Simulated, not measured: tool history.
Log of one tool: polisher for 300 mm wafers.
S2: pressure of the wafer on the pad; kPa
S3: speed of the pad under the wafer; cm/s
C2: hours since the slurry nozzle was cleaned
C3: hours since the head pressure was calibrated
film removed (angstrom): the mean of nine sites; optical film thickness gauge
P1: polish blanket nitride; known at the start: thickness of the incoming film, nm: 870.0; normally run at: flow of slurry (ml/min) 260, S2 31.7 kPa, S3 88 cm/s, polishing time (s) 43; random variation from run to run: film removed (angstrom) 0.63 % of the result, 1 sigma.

run 1 hour=5.3 | flow_of_slurry_(ml/min)=260 S2=31.7 S3=88 polishing_time_(s)=43 | wafers_polished_on_this_pad=1111 C2=282.5 C3=289.6 | film_removed_(angstrom)=929.76
run 2 hour=12.8 | flow_of_slurry_(ml/min)=260 S2=31.7 S3=88 polishing_time_(s)=43 | wafers_polished_on_this_pad=1196 C2=290 C3=297.1 | film_removed_(angstrom)=925.23
run 3 hour=22.8 | flow_of_slurry_(ml/min)=260 S2=31.7 S3=88 polishing_time_(s)=43 | wafers_polished_on_this_pad=1310 C2=300 C3=307.1 | film_removed_(angstrom)=915.34
run 4 hour=29.9 | flow_of_slurry_(ml/min)=260 S2=31.7 S3=88 polishing_time_(s)=43 | wafers_polished_on_this_pad=1391 C2=307.1 C3=314.2 | film_removed_(angstrom)=917.84
run 5 hour=36.6 | flow_of_slurry_(ml/min)=260 S2=17.9 S3=88 polishing_time_(s)=43 | wafers_polished_on_this_pad=1467 C2=313.8 C3=320.9 | film_removed_(angstrom)=523.87
run 6 hour=46.8 | flow_of_slurry_(ml/min)=260 S2=31.7 S3=46 polishing_time_(s)=43 | wafers_polished_on_this_pad=1584 C2=324 C3=331.1 | film_removed_(angstrom)=545.03
run 7 hour=53.6 | flow_of_slurry_(ml/min)=385 S2=31.7 S3=88 polishing_time_(s)=30 | wafers_polished_on_this_pad=1661 C2=330.8 C3=337.9 | film_removed_(angstrom)=669.23
run 8 hour=58.7 | flow_of_slurry_(ml/min)=155 S2=31.7 S3=88 polishing_time_(s)=43 | wafers_polished_on_this_pad=1719 C2=335.9 C3=343 | film_removed_(angstrom)=864.21
-- hour=59.5 slurry nozzle cleaned
run 9 hour=67 | flow_of_slurry_(ml/min)=260 S2=31.7 S3=88 polishing_time_(s)=66 | wafers_polished_on_this_pad=1814 C2=7.6 C3=351.3 | film_removed_(angstrom)=1428
run 10 hour=76 | flow_of_slurry_(ml/min)=260 S2=31.7 S3=88 polishing_time_(s)=19 | wafers_polished_on_this_pad=1916 C2=16.6 C3=360.3 | film_removed_(angstrom)=411.86
run 11 hour=86.3 | flow_of_slurry_(ml/min)=260 S2=31.7 S3=88 polishing_time_(s)=43 | wafers_polished_on_this_pad=2033 C2=26.9 C3=370.6 | film_removed_(angstrom)=928.95
run 12 hour=95.2 | flow_of_slurry_(ml/min)=260 S2=31.7 S3=88 polishing_time_(s)=43 | wafers_polished_on_this_pad=2135 C2=35.8 C3=379.5 | film_removed_(angstrom)=927.94
run 13 hour=105.2 | flow_of_slurry_(ml/min)=260 S2=31.7 S3=88 polishing_time_(s)=43 | wafers_polished_on_this_pad=2249 C2=45.8 C3=389.5 | film_removed_(angstrom)=927.23
run 14 hour=112.9 | flow_of_slurry_(ml/min)=260 S2=46.9 S3=88 polishing_time_(s)=43 | wafers_polished_on_this_pad=2336 C2=53.5 C3=397.2 | film_removed_(angstrom)=1345.6
run 15 hour=120.8 | flow_of_slurry_(ml/min)=260 S2=31.7 S3=112 polishing_time_(s)=43 | wafers_polished_on_this_pad=2426 C2=61.4 C3=405.1 | film_removed_(angstrom)=1124.4
run 16 hour=127.7 | flow_of_slurry_(ml/min)=375 S2=31.7 S3=88 polishing_time_(s)=43 | wafers_polished_on_this_pad=2505 C2=68.3 C3=412 | film_removed_(angstrom)=962.65
run 17 hour=132.4 | flow_of_slurry_(ml/min)=260 S2=31.7 S3=88 polishing_time_(s)=43 | wafers_polished_on_this_pad=2558 C2=73 C3=416.7 | film_removed_(angstrom)=922.38
run 18 hour=142.8 | flow_of_slurry_(ml/min)=260 S2=31.7 S3=88 polishing_time_(s)=43 | wafers_polished_on_this_pad=2677 C2=83.4 C3=427.1 | film_removed_(angstrom)=901.42
run 19 hour=150.2 | flow_of_slurry_(ml/min)=260 S2=31.7 S3=88 polishing_time_(s)=43 | wafers_polished_on_this_pad=2761 C2=90.8 C3=434.5 | film_removed_(angstrom)=897.27

Run 20 comes next. What will it give?
run 20 hour=157.2 | flow_of_slurry_(ml/min)=260 S2=31.7 S3=88 polishing_time_(s)=43 | wafers_polished_on_this_pad=2841 C2=97.8 C3=441.5 | film_removed_(angstrom)=?

{"run 20": {"film removed (angstrom)": 880.4}}

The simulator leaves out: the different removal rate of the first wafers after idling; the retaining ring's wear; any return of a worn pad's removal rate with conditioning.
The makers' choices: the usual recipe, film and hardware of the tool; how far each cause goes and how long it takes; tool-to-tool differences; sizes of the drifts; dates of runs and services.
